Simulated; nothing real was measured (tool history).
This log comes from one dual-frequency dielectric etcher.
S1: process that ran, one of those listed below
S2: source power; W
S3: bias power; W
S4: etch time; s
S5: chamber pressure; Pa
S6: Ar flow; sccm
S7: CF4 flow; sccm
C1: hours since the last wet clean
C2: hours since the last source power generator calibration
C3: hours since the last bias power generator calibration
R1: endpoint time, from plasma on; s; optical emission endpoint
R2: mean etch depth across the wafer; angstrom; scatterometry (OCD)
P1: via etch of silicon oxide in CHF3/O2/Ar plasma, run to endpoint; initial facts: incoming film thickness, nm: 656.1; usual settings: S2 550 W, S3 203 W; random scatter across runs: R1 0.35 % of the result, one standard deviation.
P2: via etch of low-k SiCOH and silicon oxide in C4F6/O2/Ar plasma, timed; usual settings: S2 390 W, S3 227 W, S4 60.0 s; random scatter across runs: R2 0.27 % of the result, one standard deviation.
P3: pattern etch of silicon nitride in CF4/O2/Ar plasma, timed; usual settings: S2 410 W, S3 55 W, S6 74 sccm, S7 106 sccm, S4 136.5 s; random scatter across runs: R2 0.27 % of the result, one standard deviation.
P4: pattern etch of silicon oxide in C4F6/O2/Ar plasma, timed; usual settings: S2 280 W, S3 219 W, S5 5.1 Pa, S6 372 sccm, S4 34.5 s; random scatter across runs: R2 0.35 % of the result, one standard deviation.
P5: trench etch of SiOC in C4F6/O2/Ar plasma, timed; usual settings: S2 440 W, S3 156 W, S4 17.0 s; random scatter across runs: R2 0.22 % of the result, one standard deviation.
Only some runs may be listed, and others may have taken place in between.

run 1 day=0.342 | S1=P1 S2=550 S3=203 | C1=326.9 C2=678.7 C3=3226.9 | R1=332.50
run 2 day=0.704 | S1=P5 S2=330 S3=156 S4=17.0 | C1=335.6 C2=687.4 C3=3235.6 | R2=319.25
run 3 day=1.267 | S1=P4 S2=280 S3=219 S4=47.5 S5=5.1 S6=372 | C1=349.1 C2=700.9 C3=3249.1 | R2=1348.10
run 4 day=1.604 | S1=P3 S2=550 S3=55 S4=136.5 S6=74 S7=106 | C1=357.2 C2=709.0 C3=3257.2 | R2=3061.00
run 5 day=1.933 | S1=P1 S2=550 S3=203 | C1=365.1 C2=716.9 C3=3265.1 | R1=331.51
run 6 day=2.233 | S1=P5 S2=440 S3=156 S4=25.0 | C1=372.3 C2=724.1 C3=3272.3 | R2=525.70
run 7 day=2.800 | S1=P3 S2=410 S3=55 S4=136.5 S6=96 S7=106 | C1=385.9 C2=737.7 C3=3285.9 | R2=2299.60
run 8 day=3.158 | S1=P3 S2=410 S3=73 S4=136.5 S6=74 S7=106 | C1=394.5 C2=746.3 C3=3294.5 | R2=2633.60
run 9 day=3.646 | S1=P2 S2=390 S3=227 S4=60.0 | C1=406.2 C2=758.0 C3=3306.2 | R2=1665.90
run 10 day=4.067 | S1=P1 S2=700 S3=262 | C1=416.3 C2=768.1 C3=3316.3 | R1=275.83
run 11 day=4.350 | S1=P3 S2=410 S3=55 S4=136.5 S6=74 S7=132 | C1=423.1 C2=774.9 C3=3323.1 | R2=2403.00
run 12 day=4.921 | S1=P3 S2=410 S3=55 S4=136.5 S6=74 S7=106 | C1=436.8 C2=788.6 C3=3336.8 | R2=2357.20
run 13 day=5.250 | S1=P1 S2=550 S3=141 | C1=444.7 C2=796.5 C3=3344.7 | R1=371.33
run 14 day=5.692 | S1=P4 S2=400 S3=219 S4=34.5 S5=5.1 S6=372 | C1=455.3 C2=807.1 C3=3355.3 | R2=1111.30
run 15 day=6.096 | S1=P1 S2=420 S3=264 | C1=465.0 C2=816.8 C3=3365.0 | R1=331.63
run 16 day=6.446 | S1=P2 S2=390 S3=294 S4=60.0 | C1=473.4 C2=825.2 C3=3373.4 | R2=1824.60
run 17 day=6.933 | S1=P1 S2=550 S3=203 | C1=485.1 C2=836.9 C3=3385.1 | R1=329.73
run 18 day=7.525 | S1=P4 S2=280 S3=219 S4=34.5 S5=5.1 S6=372 | C1=499.3 C2=851.1 C3=3399.3 | R2=974.98
run 19 day=7.862 | S1=P3 S2=410 S3=55 S4=197.5 S6=74 S7=106 | C1=507.4 C2=859.2 C3=3407.4 | R2=3416.00
run 20 day=8.271 | S1=P1 S2=550 S3=282 | C1=517.2 C2=869.0 C3=3417.2 | R1=294.87
run 21 day=8.883 | S1=P1 S2=550 S3=203 | C1=531.9 C2=883.7 C3=3431.9 | R1=330.77
run 22 day=9.438 | S1=P1 S2=750 S3=203 | C1=545.2 C2=897.0 C3=3445.2 | R1=294.84
run 23 day=9.800 | S1=P4 S2=280 S3=219 S4=34.5 S5=6.3 S6=372 | C1=553.9 C2=905.7 C3=3453.9 | R2=940.78
run 24 day=10.092 | S1=P1 S2=750 S3=267 | C1=560.9 C2=912.7 C3=3460.9 | R1=267.42
run 25 day=10.662 | S1=P5 S2=440 S3=156 S4=17.0 | C1=574.6 C2=926.4 C3=3474.6 | R2=357.19
run 26 day=11.000 | S1=P1 S2=420 S3=203 | C1=582.7 C2=934.5 C3=3482.7 | R1=366.45
run 27 day=11.604 | S1=P2 S2=390 S3=227 S4=39.0 | C1=597.2 C2=949.0 C3=3497.2 | R2=1079.70
run 28 day=12.096 | S1=P4 S2=280 S3=219 S4=34.5 S5=5.1 S6=372 | C1=609.0 C2=960.8 C3=3509.0 | R2=970.36
run 29 day=12.567 | S1=P4 S2=280 S3=176 S4=34.5 S5=5.1 S6=372 | C1=620.3 C2=972.1 C3=3520.3 | R2=905.82
run 30 day=13.038 | S1=P4 S2=280 S3=219 S4=34.5 S5=5.1 S6=294 | C1=631.6 C2=983.4 C3=3531.6 | R2=991.22
run 31 day=13.333 | S1=P1 S2=550 S3=203 | C1=638.7 C2=990.5 C3=3538.7 | R1=329.57
run 32 day=13.908 | S1=P2 S2=560 S3=227 S4=60.0 | C1=652.5 C2=1004.3 C3=3552.5 | R2=1912.60
run 33 day=14.512 | S1=P5 S2=440 S3=219 S4=17.0 | C1=667.0 C2=1018.8 C3=3567.0 | R2=398.46
run 34 day=14.971 | S1=P1 S2=550 S3=203 | C1=678.0 C2=1029.8 C3=3578.0 | R1=331.28
run 35 day=15.317 | S1=P1 S2=550 S3=203 | C1=686.3 C2=1038.1 C3=3586.3 | R1=334.63
run 36 day=15.633 | S1=P1 S2=550 S3=203 | C1=693.9 C2=1045.7 C3=3593.9 | R1=334.19
-- day=16.125 wet clean of the chamber
run 37 day=16.188 | S1=P1 S2=550 S3=203 | C1=1.6 C2=1059.0 C3=3607.2 | R1=336.67
run 38 day=16.521 | S1=P1 S2=550 S3=203 | C1=9.6 C2=1067.0 C3=3615.2 | R1=337.02
run 39 day=16.796 | S1=P1 S2=550 S3=203 | C1=16.2 C2=1073.6 C3=3621.8 | R1=335.12
run 40 day=17.221 | S1=P1 S2=550 S3=203 | C1=26.4 C2=1083.8 C3=3632.0 | R1=335.05
run 41 day=17.588 | S1=P1 S2=550 S3=203 | C1=35.2 C2=1092.6 C3=3640.8 | R1=336.13

The log shows P1 creeping away from where it was. Any of the 2 causes listed here, at the size stated for it, fits the log just as well as the others:
A: bias power that arrives under what is set, % = 4.96
B: source power that arrives under what is set, % = 4.52
The process output started creeping at around day 14.971.
Excluded causes, each with its reason:
chamber walls in a state that lowers the etch rate, %: serviced after onset, at day 16.125, with no recovery of the prior output

Below are 4 check runs, each on a single wafer, with their results shown as question marks. Which of them would tell the listed causes apart, meaning the causes would give clearly different results under it?
run check 1 day=17.954 | S1=P3 S2=410 S3=55 S4=195.5 S6=74 S7=106 | R2=?
run check 2 day=17.954 | S1=P4 S2=390 S3=219 S4=42.0 S5=5.1 S6=372 | R2=?
run check 3 day=17.954 | S1=P2 S2=540 S3=227 S4=41.0 | R2=?
run check 4 day=17.954 | S1=P5 S2=440 S3=213 S4=20.5 | R2=?

How each check would come out, cause by cause:
check=check_1 result=R2 if_A=3317.00 if_B=3246.30
check=check_2 result=R2 if_A=1321.00 if_B=1319.50
check=check_3 result=R2 if_A=1269.20 if_B=1267.30
check=check_4 result=R2 if_A=468.07 if_B=467.43
Distance between the nearest two causes, measured in the result of the check that separates them most: check 1 2.16 %; check 2 0.11 %; check 3 0.15 %; check 4 0.14 %
The causes can be told apart only by check 1. The other checks would give nearly the same results under each of them.

Check 1 has now been run. It gave: R2 3320.70 angstrom. Which of the candidate causes is it?

A is the cause: bias power that arrives under what is set, %.
